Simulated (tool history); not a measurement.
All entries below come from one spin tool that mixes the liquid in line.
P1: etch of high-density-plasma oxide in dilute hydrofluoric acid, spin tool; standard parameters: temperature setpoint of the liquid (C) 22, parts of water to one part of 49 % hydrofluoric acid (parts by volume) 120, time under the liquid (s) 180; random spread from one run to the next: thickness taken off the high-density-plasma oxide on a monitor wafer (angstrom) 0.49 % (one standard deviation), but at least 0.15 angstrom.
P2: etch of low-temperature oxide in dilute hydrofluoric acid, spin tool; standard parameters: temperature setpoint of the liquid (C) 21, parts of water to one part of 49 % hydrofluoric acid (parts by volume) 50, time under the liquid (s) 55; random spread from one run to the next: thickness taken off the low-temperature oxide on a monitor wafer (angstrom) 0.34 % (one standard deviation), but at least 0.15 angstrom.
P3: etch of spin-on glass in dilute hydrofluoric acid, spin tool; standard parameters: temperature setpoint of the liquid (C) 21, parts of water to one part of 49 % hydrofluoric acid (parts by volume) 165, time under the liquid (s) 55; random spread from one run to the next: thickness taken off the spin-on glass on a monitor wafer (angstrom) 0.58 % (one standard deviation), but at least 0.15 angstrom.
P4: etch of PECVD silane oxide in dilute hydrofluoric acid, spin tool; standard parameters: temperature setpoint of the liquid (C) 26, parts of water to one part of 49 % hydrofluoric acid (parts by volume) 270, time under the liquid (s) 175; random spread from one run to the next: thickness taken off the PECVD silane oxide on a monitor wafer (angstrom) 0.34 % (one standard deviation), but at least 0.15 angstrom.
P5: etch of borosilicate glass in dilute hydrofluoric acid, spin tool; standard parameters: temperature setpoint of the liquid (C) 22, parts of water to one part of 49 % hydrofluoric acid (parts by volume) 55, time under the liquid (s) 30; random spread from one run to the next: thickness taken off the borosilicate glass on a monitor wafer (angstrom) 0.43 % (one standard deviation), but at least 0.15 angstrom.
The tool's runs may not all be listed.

run	hour	process that ran	temperature setpoint of the liquid (C)	parts of water to one part of 49 % hydrofluoric acid (parts by volume)	time under the liquid (s)	thickness taken off the high-density-plasma oxide on a monitor wafer (angstrom)	thickness taken off the low-temperature oxide on a monitor wafer (angstrom)	thickness taken off the PECVD silane oxide on a monitor wafer (angstrom)	thickness taken off the borosilicate glass on a monitor wafer (angstrom)	thickness taken off the spin-on glass on a monitor wafer (angstrom)
1	4.1	P1	22	120	180	69.373				
2	6.9	P2	17	50	55		193.55			
3	9.8	P4	17.5	270	175			182.77		
4	13.2	P1	22	120	180	68.977				
5	17	P1	22	120	180	69.559				
6	21.3	P5	22	100	30				63.071	
7	24.1	P2	21	50	55		230.93			
8	26.8	P3	17	165	55					128.03
9	28.8	P1	22	120	355	137.27				
10	31.5	P4	26	270	305			434.87		
11	34.7	P1	18	120	180	58.704				
12	38.2	P1	27	120	180	84.048				
13	42.5	P5	17	55	30				98.353	
14	45.2	P5	22	55	15				60.557	
15	47.3	P3	21	60	55					467.28
16	49.2	P4	26	270	175			250.43		
17	51.7	P5	22	55	30				122.04	
18	55.7	P1	22	190	180	40.34				
19	59.4	P2	21	80	55		139.57			
20	63	P3	21	165	55					151
21	66.2	P4	26	485	175			113.14		
22	68.6	P1	22	35	180	264.74				
23	71.3	P1	22	120	25	9.4861				
24	73.8	P2	21	50	55		231.02			
25	78	P1	22	120	180	69.433				
26	80.5	P3	21	165	90					242.88
27	82.6	P1	17.5	120	330	105.91				
28	86.7	P1	22	120	180	69.437				
29	89.8	P1	22	120	180	68.872				
30	92.4	P1	22	120	180	69.915				
31	95.1	P2	21	50	80		333.52			
32	97.4	P1	22	120	180	69.74				
33	100.8	P1	22	120	180	71.561				
34	102.9	P1	22	120	180	72.084				
35	106.2	P1	22	120	180	74.25				
36	110.6	P1	22	120	180	74.938				
37	114.1	P1	22	120	180	75.485				
38	118.5	P1	22	120	180	75.018				
39	122.6	P1	22	120	180	75.71				
40	125.6	P1	22	120	180	75.784				
41	128.9	P1	22	120	180	75.429				
42	130.9	P1	22	120	180	75.99				

What P1 gives has crept away from where it was. These 2 causes fit the log equally well, each at the size given:
A: liquid hotter than its thermometer reads (K) = 2.39
B: hydrofluoric acid flow above the setpoint (%) = 8.66
Creep in the process output first set in at about hour 97.4.

Which of the 4 check runs listed below separates the causes, so that each cause would produce a clearly different result? Each run uses one wafer, and its results are marked with question marks.
check 1	132.9	P2	21	70	55		?			
check 2	132.9	P4	26	475	175			?		
check 3	132.9	P5	22	95	15				?	
check 4	132.9	P3	21	70	55					?

What every check run would give for each of its results, assuming each possible cause in turn:
check	result	if A	if B
check 1	thickness taken off the low-temperature oxide on a monitor wafer (angstrom)	176.75	175.25
check 2	thickness taken off the PECVD silane oxide on a monitor wafer (angstrom)	125.77	131.51
check 3	thickness taken off the borosilicate glass on a monitor wafer (angstrom)	36.951	36.815
check 4	thickness taken off the spin-on glass on a monitor wafer (angstrom)	432.24	428.57
Smallest distance between any two causes, each pair judged by its most separating result, in per cent: check 1 0.85 %; check 2 4.46 %; check 3 0.37 %; check 4 0.85 %
Check 2 is the one run that separates the causes; every other check would come out nearly the same whichever cause is at work.

Running check 2 produced the following: thickness taken off the PECVD silane oxide on a monitor wafer (angstrom) 132.04. Which one of the listed causes fits?

Of the candidate causes, it is B: hydrofluoric acid flow above the setpoint (%).

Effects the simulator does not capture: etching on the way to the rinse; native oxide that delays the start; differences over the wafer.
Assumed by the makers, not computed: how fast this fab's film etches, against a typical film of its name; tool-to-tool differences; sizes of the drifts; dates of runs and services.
